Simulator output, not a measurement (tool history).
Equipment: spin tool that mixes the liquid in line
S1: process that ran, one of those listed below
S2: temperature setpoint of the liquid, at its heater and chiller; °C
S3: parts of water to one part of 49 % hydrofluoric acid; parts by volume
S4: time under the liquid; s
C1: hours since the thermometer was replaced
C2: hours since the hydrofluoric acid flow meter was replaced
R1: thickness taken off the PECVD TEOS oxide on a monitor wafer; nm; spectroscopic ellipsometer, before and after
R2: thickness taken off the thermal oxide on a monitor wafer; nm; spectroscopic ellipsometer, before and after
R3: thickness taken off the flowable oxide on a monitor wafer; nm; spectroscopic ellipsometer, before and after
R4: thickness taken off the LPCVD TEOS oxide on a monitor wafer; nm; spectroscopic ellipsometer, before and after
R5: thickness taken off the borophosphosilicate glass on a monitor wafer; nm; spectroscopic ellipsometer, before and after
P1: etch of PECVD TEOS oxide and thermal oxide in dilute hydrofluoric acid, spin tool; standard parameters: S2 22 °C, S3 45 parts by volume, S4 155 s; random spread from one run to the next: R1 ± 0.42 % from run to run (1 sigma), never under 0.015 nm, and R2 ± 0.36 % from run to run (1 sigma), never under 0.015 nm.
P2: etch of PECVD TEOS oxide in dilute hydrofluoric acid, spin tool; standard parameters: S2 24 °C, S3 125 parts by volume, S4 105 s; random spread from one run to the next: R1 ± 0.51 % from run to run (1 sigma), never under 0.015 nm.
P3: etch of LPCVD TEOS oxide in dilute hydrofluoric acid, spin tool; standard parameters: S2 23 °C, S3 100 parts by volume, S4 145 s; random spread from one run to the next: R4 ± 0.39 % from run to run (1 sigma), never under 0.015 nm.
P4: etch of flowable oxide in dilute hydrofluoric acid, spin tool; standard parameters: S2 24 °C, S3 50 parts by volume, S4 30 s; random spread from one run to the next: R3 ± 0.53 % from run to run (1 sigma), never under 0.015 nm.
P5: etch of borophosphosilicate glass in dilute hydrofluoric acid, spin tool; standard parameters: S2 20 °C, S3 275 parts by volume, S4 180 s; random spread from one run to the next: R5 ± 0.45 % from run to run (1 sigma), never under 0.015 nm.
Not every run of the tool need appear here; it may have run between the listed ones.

run,hour,S1,S2,S3,S4,C1,C2,R1,R2,R3,R4,R5
1,4.3,P1,22,45,155,411.7,495,52.87,16.423,,,
2,9.2,P4,24,50,30,416.6,499.9,,,23.038,,
3,14.1,P2,24,125,155,421.5,504.8,15.119,,,,
4,19.9,P3,23,100,145,427.3,510.6,,,,55.754,
5,24.5,P4,17,50,30,431.9,515.2,,,17.26,,
6,27.4,P2,17,125,105,434.8,518.1,7.6233,,,,
7,31.2,P1,22,45,155,438.6,521.9,52.523,16.521,,,
8,34.5,P4,24,50,15,441.9,525.2,,,11.551,,
9,37.9,P1,22,70,155,445.3,528.6,32.651,10.192,,,
10,43.1,P1,22,65,225,450.5,533.8,51.688,16.101,,,
11,47.2,P2,24,125,105,454.6,537.9,10.152,,,,
12,51.2,P3,23,100,85,458.6,541.9,,,,32.757,
13,55.5,P1,22,45,280,462.9,546.2,94.228,29.593,,,
14,58.4,P1,17,45,155,465.8,549.1,42.086,13.289,,,
15,64.7,P1,22,45,155,472.1,555.4,52.411,16.506,,,
16,67.5,P1,22,45,155,474.9,558.2,53.043,16.484,,,
17,70.8,P2,24,180,105,478.2,561.5,6.5918,,,,
18,75.9,P3,23,170,145,483.3,566.6,,,,30.399,
19,81.3,P1,22,45,20,488.7,572,6.7967,2.1169,,,
20,86.3,P5,20,450,180,493.7,577,,,,,10.28
21,91.6,P5,20,275,15,499,582.3,,,,,1.6113
22,96.3,P3,23,100,145,503.7,587,,,,55.547,
23,99.7,P4,24,30,30,507.1,590.4,,,39.582,,
24,103.9,P1,27.5,45,155,511.3,594.6,65.315,20.726,,,
25,108.8,P1,22,45,155,516.2,599.5,52.592,16.563,,,
26,113.6,P4,24,50,30,521,604.3,,,23.085,,
27,116.4,P5,20,275,180,523.8,607.1,,,,,19.581
28,122.8,P5,24,275,180,530.2,613.5,,,,,22.639
29,128.1,P3,17.5,100,145,535.5,618.8,,,,44.581,
30,131.2,P1,22,45,155,538.6,621.9,52.409,16.486,,,
31,135.2,P1,22,45,155,542.6,625.9,52.712,16.573,,,
32,138.8,P1,22,25,155,546.2,629.5,97.768,30.562,,,
33,145,P1,22,45,155,552.4,635.7,52.652,16.503,,,
34,151.4,P1,22,45,155,558.8,642.1,49.993,15.745,,,
35,154.9,P1,22,45,155,562.3,645.6,49.047,15.598,,,
36,159,P1,22,45,155,566.4,649.7,48.938,15.307,,,
37,164.3,P1,22,45,155,571.7,655,48.741,15.138,,,
38,169,P1,22,45,155,576.4,659.7,48.056,15.137,,,
39,173,P1,22,45,155,580.4,663.7,47.922,15.049,,,
40,176,P1,22,45,155,583.4,666.7,47.912,15.027,,,
41,181.6,P1,22,45,155,589,672.3,47.814,15.09,,,

Compared with where it was, what P1 gives has crept away. Each cause listed below fits the log as well as the rest, at the size given for it:
A: liquid colder than its thermometer reads (K) = 2.17
B: hydrofluoric acid flow below the setpoint (%) = 8.29
The onset of the drift is placed at about hour 145.

Of the 4 check runs listed below, each run on one wafer and each result written as a question mark, which would let you distinguish the listed causes because they would give clearly different results?
check 1,187.2,P4,17,50,30,,,,,?,,
check 2,187.2,P2,21,125,105,,,?,,,,
check 3,187.2,P5,20,410,180,,,,,,,?
check 4,187.2,P3,18,135,145,,,,,,?,

Predicted outcomes, by check and by cause:
check,result,if A,if B
check 1,R3,15.609,15.665
check 2,R1,8.266,8.1746
check 3,R5,10.766,10.339
check 4,R4,29.646,29.38
Minimum pairwise separation of causes per check, each pair taken at its best-separating result: check 1 0.36 %; check 2 1.11 %; check 3 4.05 %; check 4 0.9 %
The causes can be told apart only by check 3. The other checks would give nearly the same results under each of them.

Check 3 was then run and gave: R5 10.306 nm. Which cause is it?

It is B: hydrofluoric acid flow below the setpoint (%).
